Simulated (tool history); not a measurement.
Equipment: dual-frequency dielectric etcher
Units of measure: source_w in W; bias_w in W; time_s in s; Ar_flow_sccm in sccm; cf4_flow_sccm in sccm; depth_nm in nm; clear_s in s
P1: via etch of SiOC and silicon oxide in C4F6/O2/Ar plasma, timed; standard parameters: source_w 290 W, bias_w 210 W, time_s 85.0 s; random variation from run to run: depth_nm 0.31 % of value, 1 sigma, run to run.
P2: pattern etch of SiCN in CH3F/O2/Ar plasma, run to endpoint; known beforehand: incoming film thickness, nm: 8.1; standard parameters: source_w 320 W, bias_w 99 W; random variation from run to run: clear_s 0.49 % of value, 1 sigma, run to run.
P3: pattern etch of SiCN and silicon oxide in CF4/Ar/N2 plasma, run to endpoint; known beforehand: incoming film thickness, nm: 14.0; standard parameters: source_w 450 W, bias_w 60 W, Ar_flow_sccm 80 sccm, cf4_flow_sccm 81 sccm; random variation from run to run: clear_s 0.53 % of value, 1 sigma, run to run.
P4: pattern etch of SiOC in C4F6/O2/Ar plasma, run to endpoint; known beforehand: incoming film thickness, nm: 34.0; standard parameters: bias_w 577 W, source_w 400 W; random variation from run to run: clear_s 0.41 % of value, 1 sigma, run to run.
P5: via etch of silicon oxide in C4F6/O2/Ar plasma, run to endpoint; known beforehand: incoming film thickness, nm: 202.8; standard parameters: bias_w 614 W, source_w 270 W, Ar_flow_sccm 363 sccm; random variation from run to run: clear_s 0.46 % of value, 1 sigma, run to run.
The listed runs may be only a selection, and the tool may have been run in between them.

Run 1, day 0.392: process P1, source_w 290 W, bias_w 210 W, time_s 85.0 s. Result: depth_nm 89.965 nm.
Run 2, day 0.658: process P3, source_w 450 W, bias_w 60 W, Ar_flow_sccm 80 sccm, cf4_flow_sccm 81 sccm. Result: clear_s 16.1920 s.
Run 3, day 0.917: process P5, source_w 390 W, bias_w 614 W, Ar_flow_sccm 363 sccm. Result: clear_s 41.3610 s.
Run 4, day 1.167: process P4, source_w 400 W, bias_w 765 W. Result: clear_s 9.9304 s.
Run 5, day 1.662: process P3, source_w 450 W, bias_w 60 W, Ar_flow_sccm 109 sccm, cf4_flow_sccm 81 sccm. Result: clear_s 16.7900 s.
Run 6, day 1.979: process P2, source_w 240 W, bias_w 99 W. Result: clear_s 22.7030 s.
Run 7, day 2.400: process P3, source_w 450 W, bias_w 45 W, Ar_flow_sccm 80 sccm, cf4_flow_sccm 81 sccm. Result: clear_s 17.4640 s.
Run 8, day 2.908: process P1, source_w 290 W, bias_w 143 W, time_s 85.0 s. Result: depth_nm 78.980 nm.
Run 9, day 3.312: process P1, source_w 290 W, bias_w 255 W, time_s 85.0 s. Result: depth_nm 95.704 nm.
Run 10, day 3.583: process P5, source_w 270 W, bias_w 502 W, Ar_flow_sccm 363 sccm. Result: clear_s 50.7410 s.
Run 11, day 4.017: process P1, source_w 290 W, bias_w 210 W, time_s 85.0 s. Result: depth_nm 89.373 nm.
Run 12, day 4.358: process P4, source_w 480 W, bias_w 577 W. Result: clear_s 10.2960 s.
Run 13, day 4.850: process P1, source_w 290 W, bias_w 210 W, time_s 85.0 s. Result: depth_nm 89.582 nm.
Run 14, day 5.138: process P5, source_w 270 W, bias_w 614 W, Ar_flow_sccm 247 sccm. Result: clear_s 45.6500 s.
Run 15, day 5.479: process P1, source_w 390 W, bias_w 210 W, time_s 85.0 s. Result: depth_nm 100.330 nm.
Run 16, day 5.975: process P2, source_w 320 W, bias_w 99 W. Result: clear_s 20.4900 s.
Run 17, day 6.496: process P1, source_w 230 W, bias_w 210 W, time_s 85.0 s. Result: depth_nm 82.104 nm.
Run 18, day 6.971: process P5, source_w 270 W, bias_w 614 W, Ar_flow_sccm 363 sccm. Result: clear_s 47.7740 s.
Run 19, day 7.358: process P3, source_w 450 W, bias_w 60 W, Ar_flow_sccm 80 sccm, cf4_flow_sccm 103 sccm. Result: clear_s 15.5510 s.
At day 7.500: bias power generator calibrated.
Run 20, day 7.742: process P1, source_w 290 W, bias_w 210 W, time_s 47.0 s. Result: depth_nm 49.677 nm.
Run 21, day 8.250: process P4, source_w 400 W, bias_w 577 W. Result: clear_s 10.9820 s.
At day 8.338: wet clean of the chamber.
Run 22, day 8.508: process P4, source_w 400 W, bias_w 577 W. Result: clear_s 11.0020 s.
Run 23, day 8.783: process P2, source_w 320 W, bias_w 118 W. Result: clear_s 19.1640 s.
Run 24, day 9.188: process P3, source_w 300 W, bias_w 60 W, Ar_flow_sccm 80 sccm, cf4_flow_sccm 81 sccm. Result: clear_s 23.1200 s.
Run 25, day 9.554: process P1, source_w 290 W, bias_w 210 W, time_s 85.0 s. Result: depth_nm 89.968 nm.
Run 26, day 10.096: process P1, source_w 290 W, bias_w 210 W, time_s 85.0 s. Result: depth_nm 89.871 nm.
Run 27, day 10.342: process P1, source_w 290 W, bias_w 167 W, time_s 122.5 s. Result: depth_nm 120.120 nm.
Run 28, day 10.767: process P1, source_w 290 W, bias_w 210 W, time_s 85.0 s. Result: depth_nm 89.770 nm.
Run 29, day 11.179: process P1, source_w 290 W, bias_w 210 W, time_s 109.0 s. Result: depth_nm 115.420 nm.
Run 30, day 11.608: process P3, source_w 450 W, bias_w 60 W, Ar_flow_sccm 80 sccm, cf4_flow_sccm 81 sccm. Result: clear_s 15.9820 s.
Run 31, day 11.933: process P2, source_w 320 W, bias_w 99 W. Result: clear_s 20.3090 s.
Run 32, day 12.450: process P1, source_w 290 W, bias_w 210 W, time_s 85.0 s. Result: depth_nm 89.712 nm.
Run 33, day 12.979: process P1, source_w 290 W, bias_w 210 W, time_s 85.0 s. Result: depth_nm 90.312 nm.
Run 34, day 13.362: process P1, source_w 290 W, bias_w 210 W, time_s 85.0 s. Result: depth_nm 91.292 nm.
Run 35, day 13.846: process P1, source_w 290 W, bias_w 210 W, time_s 85.0 s. Result: depth_nm 90.971 nm.
At day 13.988: wet clean of the chamber.
Run 36, day 14.367: process P1, source_w 290 W, bias_w 210 W, time_s 85.0 s. Result: depth_nm 90.961 nm.
Run 37, day 14.683: process P1, source_w 290 W, bias_w 210 W, time_s 85.0 s. Result: depth_nm 91.187 nm.
Run 38, day 15.225: process P1, source_w 290 W, bias_w 210 W, time_s 85.0 s. Result: depth_nm 90.961 nm.
Run 39, day 15.704: process P1, source_w 290 W, bias_w 210 W, time_s 85.0 s. Result: depth_nm 90.908 nm.

Something has made what P1 gives creep away from where it was; the 2 causes below, each at its own stated size, fit the log equally well:
A: source power that arrives over what is set, % = 4.19
B: bias power that arrives over what is set, % = 4.7
The onset of the drift is placed at about day 12.450.
Ruled out, with reasons:
chamber walls in a state that raises the etch rate, %: serviced at day 13.988, after the change had begun; the process did not return to its earlier output

The 4 check runs listed below each average the results of 3 wafers, and their outcomes are marked with question marks. Under which run would the listed causes produce clearly different results?
Run check 1, day 16.183: process P3, source_w 450 W, bias_w 60 W, Ar_flow_sccm 80 sccm, cf4_flow_sccm 81 sccm. Result: clear_s ?.
Run check 2, day 16.183: process P5, source_w 270 W, bias_w 614 W, Ar_flow_sccm 363 sccm. Result: clear_s ?.
Run check 3, day 16.183: process P2, source_w 320 W, bias_w 99 W. Result: clear_s ?.
Run check 4, day 16.183: process P4, source_w 400 W, bias_w 577 W. Result: clear_s ?.

Predicted outcomes, by check and by cause:
  check   result     if A     if B
check 1  clear_s  15.4960  15.8480
check 2  clear_s  46.7910  46.6460
check 3  clear_s  20.1390  20.0890
check 4  clear_s  10.8060  10.7790
Gap, in per cent, between the two causes that each check separates least, read from the result that separates them most: check 1 2.25 %; check 2 0.31 %; check 3 0.25 %; check 4 0.25 %
Check 1 is the one run that separates the causes; every other check would come out nearly the same whichever cause is at work.

Check 1 was then run and gave: clear_s 15.4870 s. Which cause is it?

The cause is A: source power that arrives over what is set, %.

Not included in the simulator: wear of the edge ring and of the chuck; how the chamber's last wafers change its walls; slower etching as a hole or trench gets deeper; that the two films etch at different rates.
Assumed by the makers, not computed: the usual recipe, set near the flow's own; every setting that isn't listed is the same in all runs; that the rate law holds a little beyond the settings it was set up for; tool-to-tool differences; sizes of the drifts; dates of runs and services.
